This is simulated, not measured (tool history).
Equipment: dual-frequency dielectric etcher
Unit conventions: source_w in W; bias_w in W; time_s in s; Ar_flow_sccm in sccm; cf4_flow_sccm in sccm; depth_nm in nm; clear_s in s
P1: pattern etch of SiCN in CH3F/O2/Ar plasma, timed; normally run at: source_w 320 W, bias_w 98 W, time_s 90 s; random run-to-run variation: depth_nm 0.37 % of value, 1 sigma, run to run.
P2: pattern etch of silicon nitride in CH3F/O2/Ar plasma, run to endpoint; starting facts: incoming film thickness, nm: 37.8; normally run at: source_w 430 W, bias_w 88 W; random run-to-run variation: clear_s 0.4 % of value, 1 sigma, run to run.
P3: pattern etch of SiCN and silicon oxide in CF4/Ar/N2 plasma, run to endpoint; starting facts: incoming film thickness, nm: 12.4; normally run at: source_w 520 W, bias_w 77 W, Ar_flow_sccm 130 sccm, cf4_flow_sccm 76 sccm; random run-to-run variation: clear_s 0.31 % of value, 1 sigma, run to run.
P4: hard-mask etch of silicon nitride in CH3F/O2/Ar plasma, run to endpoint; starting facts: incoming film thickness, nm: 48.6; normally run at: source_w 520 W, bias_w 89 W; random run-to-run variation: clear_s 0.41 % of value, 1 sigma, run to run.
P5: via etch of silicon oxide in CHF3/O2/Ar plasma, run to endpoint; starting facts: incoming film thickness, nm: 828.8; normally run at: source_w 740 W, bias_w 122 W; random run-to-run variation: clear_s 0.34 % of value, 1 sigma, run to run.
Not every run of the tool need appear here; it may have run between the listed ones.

| run | hour | process | source_w | bias_w | time_s | Ar_flow_sccm | cf4_flow_sccm | hours since the last wet clean | hours since the last source power generator calibration | hours since the last bias power generator calibration | depth_nm | clear_s |
|---|---|---|---|---|---|---|---|---|---|---|---|---|
| 1 | 11.9 | P1 | 320 | 98 | 90 |  |  | 67.3 | 2412.2 | 1410.9 | 35.258 |  |
| 2 | 26.5 | P1 | 320 | 98 | 90 |  |  | 81.9 | 2426.8 | 1425.5 | 35.283 |  |
| 3 | 39.8 | P4 | 520 | 89 |  |  |  | 95.2 | 2440.1 | 1438.8 |  | 61.055 |
| 4 | 51.1 | P2 | 430 | 88 |  |  |  | 106.5 | 2451.4 | 1450.1 |  | 48.01 |
| 5 | 59.4 | P1 | 320 | 98 | 90 |  |  | 114.8 | 2459.7 | 1458.4 | 35.181 |  |
|  | 60.3 | source power generator calibrated |
| 6 | 73.6 | P3 | 520 | 77 |  | 130 | 99 | 129 | 13.4 | 1472.6 |  | 12.146 |
| 7 | 87.5 | P1 | 230 | 98 | 90 |  |  | 142.9 | 27.3 | 1486.5 | 31.181 |  |
| 8 | 97.9 | P1 | 380 | 98 | 90 |  |  | 153.3 | 37.7 | 1496.9 | 37.143 |  |
| 9 | 107.8 | P5 | 470 | 122 |  |  |  | 163.2 | 47.6 | 1506.8 |  | 520.14 |
| 10 | 115.7 | P1 | 320 | 68 | 90 |  |  | 171.1 | 55.5 | 1514.7 | 30.556 |  |
| 11 | 123.2 | P3 | 520 | 99 |  | 130 | 76 | 178.6 | 63 | 1522.2 |  | 11.585 |
| 12 | 132.6 | P4 | 520 | 122 |  |  |  | 188 | 72.4 | 1531.6 |  | 54.439 |
| 13 | 140.3 | P1 | 320 | 98 | 50.5 |  |  | 195.7 | 80.1 | 1539.3 | 19.738 |  |
| 14 | 149.5 | P1 | 320 | 98 | 90 |  |  | 204.9 | 89.3 | 1548.5 | 34.901 |  |
| 15 | 157.2 | P3 | 520 | 77 |  | 184 | 76 | 212.6 | 97 | 1556.2 |  | 13.372 |
| 16 | 166.3 | P2 | 540 | 88 |  |  |  | 221.7 | 106.1 | 1565.3 |  | 43.724 |
| 17 | 173.9 | P2 | 430 | 124 |  |  |  | 229.3 | 113.7 | 1572.9 |  | 42.302 |
| 18 | 187.6 | P3 | 520 | 77 |  | 130 | 76 | 243 | 127.4 | 1586.6 |  | 12.635 |
| 19 | 195.7 | P1 | 320 | 126 | 90 |  |  | 251.1 | 135.5 | 1594.7 | 38.802 |  |
| 20 | 212 | P1 | 380 | 98 | 127.5 |  |  | 267.4 | 151.8 | 1611 | 53.114 |  |
| 21 | 228.3 | P2 | 430 | 88 |  |  |  | 283.7 | 168.1 | 1627.3 |  | 47.914 |
| 22 | 236.9 | P4 | 370 | 89 |  |  |  | 292.3 | 176.7 | 1635.9 |  | 69.477 |
| 23 | 247.6 | P5 | 740 | 122 |  |  |  | 303 | 187.4 | 1646.6 |  | 434.1 |
| 24 | 263.2 | P3 | 520 | 77 |  | 130 | 76 | 318.6 | 203 | 1662.2 |  | 12.694 |
| 25 | 271.9 | P4 | 520 | 89 |  |  |  | 327.3 | 211.7 | 1670.9 |  | 61.584 |
| 26 | 279.9 | P1 | 320 | 98 | 120.5 |  |  | 335.3 | 219.7 | 1678.9 | 46.837 |  |
| 27 | 290.3 | P5 | 740 | 170 |  |  |  | 345.7 | 230.1 | 1689.3 |  | 395.72 |
| 28 | 305.4 | P1 | 320 | 98 | 90 |  |  | 360.8 | 245.2 | 1704.4 | 34.942 |  |
| 29 | 313.2 | P3 | 720 | 77 |  | 130 | 76 | 368.6 | 253 | 1712.2 |  | 9.5236 |
| 30 | 323.4 | P1 | 320 | 98 | 90 |  |  | 378.8 | 263.2 | 1722.4 | 35.166 |  |
| 31 | 334.4 | P1 | 320 | 98 | 90 |  |  | 389.8 | 274.2 | 1733.4 | 34.679 |  |
| 32 | 345.9 | P1 | 320 | 98 | 90 |  |  | 401.3 | 285.7 | 1744.9 | 34.632 |  |
| 33 | 359.3 | P1 | 320 | 98 | 90 |  |  | 414.7 | 299.1 | 1758.3 | 34.724 |  |
|  | 360.2 | wet clean of the chamber |
| 34 | 375.4 | P1 | 320 | 98 | 90 |  |  | 15.3 | 315.2 | 1774.4 | 34.54 |  |
| 35 | 386 | P1 | 320 | 98 | 90 |  |  | 25.9 | 325.8 | 1785 | 34.358 |  |
| 36 | 399 | P1 | 320 | 98 | 90 |  |  | 38.9 | 338.8 | 1798 | 34.785 |  |

Compared with where it was, what P1 gives has crept away. Each cause listed below fits the log as well as the rest, at the size given for it:
A: bias power that arrives under what is set, % = 4.8
B: source power that arrives under what is set, % = 4.96
At approximately hour 323.4, the process output began to creep.
All other causes, with the reason each is excluded:
chamber walls in a state that lowers the etch rate, %: serviced at hour 360.2, after the drift had started, without restoring the earlier output

Below are 4 check runs, each on a single wafer, with their results shown as question marks. Which of them would tell the listed causes apart, meaning the causes would give clearly different results under it?
| check 1 | 412 | P5 | 470 | 155 |  |  |  |  |  |  |  | ? |
| check 2 | 412 | P4 | 430 | 89 |  |  |  |  |  |  |  | ? |
| check 3 | 412 | P3 | 520 | 77 |  | 165 | 76 |  |  |  |  | ? |
| check 4 | 412 | P2 | 520 | 122 |  |  |  |  |  |  |  | ? |

If the cause were each of the candidates in turn, the checks would give the following:
| check | result | if A | if B |
|---|---|---|---|
| check 1 | clear_s | 489.32 | 490.93 |
| check 2 | clear_s | 66.992 | 67.1 |
| check 3 | clear_s | 13.393 | 13.757 |
| check 4 | clear_s | 40.224 | 40.243 |
How far apart the two closest causes lie, in the result that separates them most: check 1 0.33 %; check 2 0.16 %; check 3 2.68 %; check 4 0.05 %
The causes can be told apart only by check 3. The other checks would give nearly the same results under each of them.

Check 3 was then run and gave: clear_s 13.727 s. Which cause is it?

Of the candidate causes, it is B: source power that arrives under what is set, %.
